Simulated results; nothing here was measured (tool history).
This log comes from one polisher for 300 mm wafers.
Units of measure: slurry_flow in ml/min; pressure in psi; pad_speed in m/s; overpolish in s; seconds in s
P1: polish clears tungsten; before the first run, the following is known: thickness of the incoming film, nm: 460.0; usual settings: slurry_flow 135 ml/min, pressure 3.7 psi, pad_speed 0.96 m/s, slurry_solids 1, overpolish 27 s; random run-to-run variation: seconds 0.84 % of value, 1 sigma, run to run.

Run 1, hour 4.6: slurry_flow 135 ml/min, pressure 3.7 psi, pad_speed 0.96 m/s, slurry_solids 1, overpolish 27 s. Result: seconds 90.419 s.
Run 2, hour 8.3: slurry_flow 135 ml/min, pressure 3.7 psi, pad_speed 0.96 m/s, slurry_solids 1, overpolish 9 s. Result: seconds 91.472 s.
Run 3, hour 14.3: slurry_flow 135 ml/min, pressure 1.7 psi, pad_speed 0.96 m/s, slurry_solids 1, overpolish 27 s. Result: seconds 200.77 s.
Run 4, hour 17.7: slurry_flow 135 ml/min, pressure 3.7 psi, pad_speed 0.96 m/s, slurry_solids 1, overpolish 27 s. Result: seconds 89.593 s.
Run 5, hour 22.3: slurry_flow 80 ml/min, pressure 3.7 psi, pad_speed 0.96 m/s, slurry_solids 1, overpolish 27 s. Result: seconds 103.34 s.
Run 6, hour 25.4: slurry_flow 135 ml/min, pressure 3.7 psi, pad_speed 0.96 m/s, slurry_solids 1.3, overpolish 27 s. Result: seconds 86.483 s.
Run 7, hour 30.2: slurry_flow 135 ml/min, pressure 3.7 psi, pad_speed 0.96 m/s, slurry_solids 1, overpolish 27 s. Result: seconds 90.992 s.
Run 8, hour 34.7: slurry_flow 80 ml/min, pressure 3.7 psi, pad_speed 0.96 m/s, slurry_solids 0.65, overpolish 27 s. Result: seconds 113.6 s.
Run 9, hour 40.7: slurry_flow 135 ml/min, pressure 5.7 psi, pad_speed 1.36 m/s, slurry_solids 1, overpolish 27 s. Result: seconds 41.046 s.
At hour 46.6: slurry nozzle cleaned.
Run 10, hour 46.7: slurry_flow 135 ml/min, pressure 3.7 psi, pad_speed 0.96 m/s, slurry_solids 0.5, overpolish 27 s. Result: seconds 105.77 s.
Run 11, hour 52.1: slurry_flow 135 ml/min, pressure 3.7 psi, pad_speed 0.96 m/s, slurry_solids 1, overpolish 27 s. Result: seconds 90.538 s.
Run 12, hour 55.5: slurry_flow 135 ml/min, pressure 3.7 psi, pad_speed 0.96 m/s, slurry_solids 1, overpolish 27 s. Result: seconds 90.545 s.
Run 13, hour 61.8: slurry_flow 135 ml/min, pressure 3.7 psi, pad_speed 0.96 m/s, slurry_solids 1, overpolish 27 s. Result: seconds 89.559 s.
Run 14, hour 66.7: slurry_flow 135 ml/min, pressure 3.7 psi, pad_speed 0.96 m/s, slurry_solids 1, overpolish 27 s. Result: seconds 92.483 s.
At hour 68.1: worn pad replaced by a new one.
Run 15, hour 73.6: slurry_flow 135 ml/min, pressure 3.7 psi, pad_speed 0.44 m/s, slurry_solids 1, overpolish 27 s. Result: seconds 198.96 s.
Run 16, hour 77.4: slurry_flow 175 ml/min, pressure 3.7 psi, pad_speed 0.96 m/s, slurry_solids 1, overpolish 27 s. Result: seconds 87.101 s.
Run 17, hour 80.5: slurry_flow 135 ml/min, pressure 3.7 psi, pad_speed 0.96 m/s, slurry_solids 1, overpolish 51 s. Result: seconds 91.31 s.
Run 18, hour 84.9: slurry_flow 135 ml/min, pressure 3.7 psi, pad_speed 1.5 m/s, slurry_solids 1, overpolish 27 s. Result: seconds 57.972 s.
Run 19, hour 89.2: slurry_flow 135 ml/min, pressure 5.6 psi, pad_speed 0.68 m/s, slurry_solids 1, overpolish 27 s. Result: seconds 85.029 s.
Run 20, hour 94.2: slurry_flow 135 ml/min, pressure 5.4 psi, pad_speed 0.96 m/s, slurry_solids 1, overpolish 27 s. Result: seconds 62.115 s.
Run 21, hour 101.2: slurry_flow 135 ml/min, pressure 3.7 psi, pad_speed 0.96 m/s, slurry_solids 1, overpolish 27 s. Result: seconds 90.565 s.
Run 22, hour 105: slurry_flow 135 ml/min, pressure 3.7 psi, pad_speed 0.96 m/s, slurry_solids 1, overpolish 27 s. Result: seconds 92.578 s.
Run 23, hour 110.6: slurry_flow 135 ml/min, pressure 3.7 psi, pad_speed 0.96 m/s, slurry_solids 1, overpolish 27 s. Result: seconds 94.326 s.
Run 24, hour 113.9: slurry_flow 135 ml/min, pressure 3.7 psi, pad_speed 0.96 m/s, slurry_solids 1, overpolish 27 s. Result: seconds 95.522 s.
Run 25, hour 120.8: slurry_flow 135 ml/min, pressure 3.7 psi, pad_speed 0.96 m/s, slurry_solids 1, overpolish 27 s. Result: seconds 97.842 s.
At hour 122.5: slurry tank refilled with fresh slurry and peroxide.
At hour 123.9: worn pad replaced by a new one.
Run 26, hour 127.6: slurry_flow 135 ml/min, pressure 3.7 psi, pad_speed 0.96 m/s, slurry_solids 1, overpolish 27 s. Result: seconds 98.834 s.
Run 27, hour 134.1: slurry_flow 135 ml/min, pressure 3.7 psi, pad_speed 0.96 m/s, slurry_solids 1, overpolish 27 s. Result: seconds 98.939 s.
At hour 136.8: head pressure recalibrated.
Run 28, hour 138.4: slurry_flow 135 ml/min, pressure 3.7 psi, pad_speed 0.96 m/s, slurry_solids 1, overpolish 27 s. Result: seconds 99.423 s.
Run 29, hour 143.1: slurry_flow 135 ml/min, pressure 3.7 psi, pad_speed 0.96 m/s, slurry_solids 1, overpolish 27 s. Result: seconds 99.49 s.
Run 30, hour 146.2: slurry_flow 135 ml/min, pressure 3.7 psi, pad_speed 0.96 m/s, slurry_solids 1, overpolish 27 s. Result: seconds 100.41 s.
Run 31, hour 152.2: slurry_flow 135 ml/min, pressure 3.7 psi, pad_speed 0.96 m/s, slurry_solids 1, overpolish 27 s. Result: seconds 100.37 s.
Run 32, hour 156.1: slurry_flow 135 ml/min, pressure 3.7 psi, pad_speed 0.96 m/s, slurry_solids 1, overpolish 27 s. Result: seconds 100.74 s.

The output of P1 has drifted from where it used to be. Each of the 2 causes below, taken at the size shown beside it, accounts for the log equally well:
A: slurry flow missing at the pad, % = 34.1
B: abrasive missing from the slurry, % = 33.9
The onset of the drift is placed at about hour 101.2.
Every other cause this tool's parts could produce, and why it does not fit the log:
removal rate lost through wear of the pad, %: work on it at hour 123.9, done after the drift set in, did not restore what the process gave before
head's pressure below its setpoint, %: work on it at hour 136.8, done after the drift set in, did not restore what the process gave before
peroxide lost from the slurry, %: work on it at hour 122.5, done after the drift set in, did not restore what the process gave before

Below are 4 check runs, each averaged over 5 wafers, with their results shown as question marks. Which of them would give clearly different results depending on which cause is behind the drift?
Run check 1, hour 160: slurry_flow 135 ml/min, pressure 2.1 psi, pad_speed 0.96 m/s, slurry_solids 1, overpolish 27 s. Result: seconds ?.
Run check 2, hour 160: slurry_flow 135 ml/min, pressure 3.7 psi, pad_speed 0.72 m/s, slurry_solids 1, overpolish 43 s. Result: seconds ?.
Run check 3, hour 160: slurry_flow 100 ml/min, pressure 3.7 psi, pad_speed 0.96 m/s, slurry_solids 0.7, overpolish 27 s. Result: seconds ?.
Run check 4, hour 160: slurry_flow 135 ml/min, pressure 2.5 psi, pad_speed 0.96 m/s, slurry_solids 1, overpolish 27 s. Result: seconds ?.

How each check would come out, cause by cause:
  check   result    if A    if B
check 1  seconds  176.27  176.31
check 2  seconds   133.4  133.42
check 3  seconds  119.39  115.63
check 4  seconds  148.07   148.1
Gap, in per cent, between the two causes that each check separates least, read from the result that separates them most: check 1 0.02 %; check 2 0.02 %; check 3 3.2 %; check 4 0.02 %
Only check 3 tells the causes apart: in the others they would give nearly the same result.

The results of check 3 are: seconds 115.69 s. Based on these, which of the listed causes is it?

B is the cause: abrasive missing from the slurry, %.
